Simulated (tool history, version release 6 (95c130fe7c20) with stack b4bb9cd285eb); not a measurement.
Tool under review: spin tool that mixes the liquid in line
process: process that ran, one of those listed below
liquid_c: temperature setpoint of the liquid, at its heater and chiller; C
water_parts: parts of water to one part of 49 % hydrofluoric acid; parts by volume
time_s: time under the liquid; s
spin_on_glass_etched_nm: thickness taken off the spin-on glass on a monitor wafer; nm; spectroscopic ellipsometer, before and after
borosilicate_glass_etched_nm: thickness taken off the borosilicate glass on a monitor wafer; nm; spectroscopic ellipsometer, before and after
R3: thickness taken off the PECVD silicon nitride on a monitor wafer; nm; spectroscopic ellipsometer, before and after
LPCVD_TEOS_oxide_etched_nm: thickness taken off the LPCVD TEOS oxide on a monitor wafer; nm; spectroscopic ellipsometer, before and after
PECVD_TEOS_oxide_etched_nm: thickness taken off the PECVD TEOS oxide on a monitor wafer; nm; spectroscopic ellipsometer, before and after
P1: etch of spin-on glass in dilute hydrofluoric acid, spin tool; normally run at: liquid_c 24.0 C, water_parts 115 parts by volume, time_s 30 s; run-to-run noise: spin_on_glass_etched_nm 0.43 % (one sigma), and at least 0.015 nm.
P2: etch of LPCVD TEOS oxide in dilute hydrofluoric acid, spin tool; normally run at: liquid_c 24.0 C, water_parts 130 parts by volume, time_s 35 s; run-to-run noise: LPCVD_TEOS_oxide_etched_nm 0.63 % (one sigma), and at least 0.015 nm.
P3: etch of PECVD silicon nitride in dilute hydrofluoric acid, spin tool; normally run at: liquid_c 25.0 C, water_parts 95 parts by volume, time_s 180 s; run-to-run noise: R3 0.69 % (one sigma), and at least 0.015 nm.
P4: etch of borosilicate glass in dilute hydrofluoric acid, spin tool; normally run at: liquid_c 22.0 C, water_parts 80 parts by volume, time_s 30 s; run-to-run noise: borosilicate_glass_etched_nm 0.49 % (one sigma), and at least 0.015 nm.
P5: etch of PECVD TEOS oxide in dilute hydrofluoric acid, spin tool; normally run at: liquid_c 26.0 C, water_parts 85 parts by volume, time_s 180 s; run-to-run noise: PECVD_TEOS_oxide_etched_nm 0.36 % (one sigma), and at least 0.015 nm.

run 1 hour=6.2 | process=P1 liquid_c=24.0 water_parts=115 time_s=30 | spin_on_glass_etched_nm=8.2595
run 2 hour=11.2 | process=P4 liquid_c=22.0 water_parts=80 time_s=45 | borosilicate_glass_etched_nm=30.329
run 3 hour=15.5 | process=P1 liquid_c=24.0 water_parts=115 time_s=30 | spin_on_glass_etched_nm=8.1323
run 4 hour=18.6 | process=P3 liquid_c=25.0 water_parts=170 time_s=180 | R3=1.9196
run 5 hour=23.0 | process=P2 liquid_c=24.0 water_parts=130 time_s=20 | LPCVD_TEOS_oxide_etched_nm=2.5446
run 6 hour=27.2 | process=P2 liquid_c=24.0 water_parts=230 time_s=35 | LPCVD_TEOS_oxide_etched_nm=2.2376
run 7 hour=33.6 | process=P1 liquid_c=31.5 water_parts=115 time_s=15 | spin_on_glass_etched_nm=5.3812
run 8 hour=38.6 | process=P1 liquid_c=24.0 water_parts=115 time_s=30 | spin_on_glass_etched_nm=8.1257
run 9 hour=44.5 | process=P3 liquid_c=25.0 water_parts=95 time_s=180 | R3=3.3700
run 10 hour=51.1 | process=P5 liquid_c=34.0 water_parts=85 time_s=180 | PECVD_TEOS_oxide_etched_nm=43.330
run 11 hour=55.6 | process=P4 liquid_c=22.0 water_parts=80 time_s=30 | borosilicate_glass_etched_nm=20.006
-- hour=57.0 thermometer replaced
run 12 hour=60.0 | process=P1 liquid_c=24.0 water_parts=165 time_s=30 | spin_on_glass_etched_nm=5.3844
run 13 hour=65.9 | process=P4 liquid_c=22.0 water_parts=80 time_s=30 | borosilicate_glass_etched_nm=19.853
run 14 hour=69.3 | process=P3 liquid_c=29.5 water_parts=95 time_s=180 | R3=4.5048
run 15 hour=74.1 | process=P1 liquid_c=24.0 water_parts=115 time_s=30 | spin_on_glass_etched_nm=8.1987
run 16 hour=77.9 | process=P1 liquid_c=24.0 water_parts=115 time_s=15 | spin_on_glass_etched_nm=4.0415
run 17 hour=83.1 | process=P5 liquid_c=26.0 water_parts=85 time_s=305 | PECVD_TEOS_oxide_etched_nm=54.712
run 18 hour=89.5 | process=P1 liquid_c=24.0 water_parts=115 time_s=50 | spin_on_glass_etched_nm=13.5970
run 19 hour=93.3 | process=P1 liquid_c=18.5 water_parts=115 time_s=15 | spin_on_glass_etched_nm=3.2670
run 20 hour=98.9 | process=P1 liquid_c=28.5 water_parts=115 time_s=30 | spin_on_glass_etched_nm=9.6141
run 21 hour=104.3 | process=P2 liquid_c=19.5 water_parts=130 time_s=35 | LPCVD_TEOS_oxide_etched_nm=3.6390
run 22 hour=108.5 | process=P3 liquid_c=25.0 water_parts=95 time_s=180 | R3=3.3469

Run 23 comes next. What will it give?
run 23 hour=114.7 | process=P1 liquid_c=24.0 water_parts=115 time_s=30 | spin_on_glass_etched_nm=?

spin_on_glass_etched_nm: 8.1713 nm
